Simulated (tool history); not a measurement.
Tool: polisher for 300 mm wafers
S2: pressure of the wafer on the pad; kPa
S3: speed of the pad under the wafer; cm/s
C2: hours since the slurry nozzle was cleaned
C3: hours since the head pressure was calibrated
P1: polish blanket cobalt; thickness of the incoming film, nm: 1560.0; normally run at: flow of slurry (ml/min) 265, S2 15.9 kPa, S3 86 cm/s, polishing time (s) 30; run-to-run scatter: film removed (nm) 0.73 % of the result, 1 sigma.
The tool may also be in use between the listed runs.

run 1 hour=4.8 | flow_of_slurry_(ml/min)=265 S2=15.9 S3=86 polishing_time_(s)=30 | wafers_polished_on_this_pad=244 C2=190.1 C3=347.6 | film_removed_(nm)=149.880
run 2 hour=9.0 | flow_of_slurry_(ml/min)=265 S2=6.9 S3=86 polishing_time_(s)=30 | wafers_polished_on_this_pad=273 C2=194.3 C3=351.8 | film_removed_(nm)=66.023
run 3 hour=14.2 | flow_of_slurry_(ml/min)=265 S2=15.9 S3=86 polishing_time_(s)=18 | wafers_polished_on_this_pad=307 C2=199.5 C3=357.0 | film_removed_(nm)=90.974
run 4 hour=18.8 | flow_of_slurry_(ml/min)=160 S2=10.3 S3=86 polishing_time_(s)=30 | wafers_polished_on_this_pad=338 C2=204.1 C3=361.6 | film_removed_(nm)=91.693
run 5 hour=23.3 | flow_of_slurry_(ml/min)=265 S2=15.9 S3=134 polishing_time_(s)=30 | wafers_polished_on_this_pad=368 C2=208.6 C3=366.1 | film_removed_(nm)=234.610
run 6 hour=28.9 | flow_of_slurry_(ml/min)=265 S2=15.9 S3=86 polishing_time_(s)=30 | wafers_polished_on_this_pad=406 C2=214.2 C3=371.7 | film_removed_(nm)=149.800
run 7 hour=32.0 | flow_of_slurry_(ml/min)=265 S2=15.9 S3=44 polishing_time_(s)=30 | wafers_polished_on_this_pad=427 C2=217.3 C3=374.8 | film_removed_(nm)=76.722
run 8 hour=35.3 | flow_of_slurry_(ml/min)=265 S2=15.9 S3=118 polishing_time_(s)=42 | wafers_polished_on_this_pad=449 C2=220.6 C3=378.1 | film_removed_(nm)=292.160
run 9 hour=38.3 | flow_of_slurry_(ml/min)=360 S2=15.9 S3=86 polishing_time_(s)=30 | wafers_polished_on_this_pad=469 C2=223.6 C3=381.1 | film_removed_(nm)=154.890
run 10 hour=41.6 | flow_of_slurry_(ml/min)=265 S2=15.9 S3=86 polishing_time_(s)=39 | wafers_polished_on_this_pad=491 C2=226.9 C3=384.4 | film_removed_(nm)=195.390
run 11 hour=44.1 | flow_of_slurry_(ml/min)=265 S2=15.9 S3=86 polishing_time_(s)=30 | wafers_polished_on_this_pad=508 C2=229.4 C3=386.9 | film_removed_(nm)=150.400
run 12 hour=46.6 | flow_of_slurry_(ml/min)=265 S2=24.8 S3=86 polishing_time_(s)=30 | wafers_polished_on_this_pad=525 C2=231.9 C3=389.4 | film_removed_(nm)=234.420
run 13 hour=51.6 | flow_of_slurry_(ml/min)=265 S2=15.9 S3=86 polishing_time_(s)=30 | wafers_polished_on_this_pad=558 C2=236.9 C3=394.4 | film_removed_(nm)=150.100
run 14 hour=57.3 | flow_of_slurry_(ml/min)=160 S2=15.9 S3=86 polishing_time_(s)=30 | wafers_polished_on_this_pad=597 C2=242.6 C3=400.1 | film_removed_(nm)=139.580
run 15 hour=61.9 | flow_of_slurry_(ml/min)=265 S2=15.9 S3=86 polishing_time_(s)=30 | wafers_polished_on_this_pad=627 C2=247.2 C3=404.7 | film_removed_(nm)=150.850
run 16 hour=65.3 | flow_of_slurry_(ml/min)=265 S2=15.9 S3=86 polishing_time_(s)=30 | wafers_polished_on_this_pad=650 C2=250.6 C3=408.1 | film_removed_(nm)=147.760
run 17 hour=70.9 | flow_of_slurry_(ml/min)=265 S2=15.9 S3=86 polishing_time_(s)=30 | wafers_polished_on_this_pad=688 C2=256.2 C3=413.7 | film_removed_(nm)=145.920
run 18 hour=75.8 | flow_of_slurry_(ml/min)=265 S2=15.9 S3=86 polishing_time_(s)=30 | wafers_polished_on_this_pad=721 C2=261.1 C3=418.6 | film_removed_(nm)=145.490
-- hour=77.8 worn pad replaced by a new one
run 19 hour=79.7 | flow_of_slurry_(ml/min)=265 S2=15.9 S3=86 polishing_time_(s)=30 | wafers_polished_on_this_pad=13 C2=265.0 C3=422.5 | film_removed_(nm)=144.270
run 20 hour=82.5 | flow_of_slurry_(ml/min)=265 S2=15.9 S3=86 polishing_time_(s)=30 | wafers_polished_on_this_pad=31 C2=267.8 C3=425.3 | film_removed_(nm)=142.500
run 21 hour=87.0 | flow_of_slurry_(ml/min)=265 S2=15.9 S3=86 polishing_time_(s)=30 | wafers_polished_on_this_pad=62 C2=272.3 C3=429.8 | film_removed_(nm)=143.910
run 22 hour=89.7 | flow_of_slurry_(ml/min)=265 S2=15.9 S3=86 polishing_time_(s)=30 | wafers_polished_on_this_pad=80 C2=275.0 C3=432.5 | film_removed_(nm)=143.540
run 23 hour=92.9 | flow_of_slurry_(ml/min)=265 S2=15.9 S3=86 polishing_time_(s)=30 | wafers_polished_on_this_pad=101 C2=278.2 C3=435.7 | film_removed_(nm)=144.440

What P1 gives has crept away from where it was. These 2 causes fit the log equally well, each at the size given:
A: slurry flow missing at the pad, % = 31.9
B: head's pressure below its setpoint, % = 4.61
The creep began at about hour 61.9.
Why every other cause is out:
removal rate lost through wear of the pad, %: serviced at hour 77.8, which brought nothing back

4 check runs are offered, each on 5 wafers whose results are averaged, their results left as question marks. Which one tells the causes apart?
run check 1 hour=96.1 | flow_of_slurry_(ml/min)=265 S2=15.9 S3=86 polishing_time_(s)=19 | film_removed_(nm)=?
run check 2 hour=96.1 | flow_of_slurry_(ml/min)=160 S2=15.9 S3=86 polishing_time_(s)=37 | film_removed_(nm)=?
run check 3 hour=96.1 | flow_of_slurry_(ml/min)=265 S2=20.7 S3=104 polishing_time_(s)=30 | film_removed_(nm)=?
run check 4 hour=96.1 | flow_of_slurry_(ml/min)=265 S2=15.9 S3=112 polishing_time_(s)=30 | film_removed_(nm)=?

What each check would give under each cause:
check=check_1 result=film_removed_(nm) if_A=90.921 if_B=90.909
check=check_2 result=film_removed_(nm) if_A=161.200 if_B=165.780
check=check_3 result=film_removed_(nm) if_A=226.440 if_B=226.410
check=check_4 result=film_removed_(nm) if_A=186.960 if_B=186.940
How far apart the two closest causes lie, in the result that separates them most: check 1 0.01 %; check 2 2.8 %; check 3 0.01 %; check 4 0.01 %
Check 2 tells the causes apart: in the others they would give nearly the same result.

Then check 2 was run and gave: film removed (nm) 160.130. Which cause is it?

It is A: slurry flow missing at the pad, %.
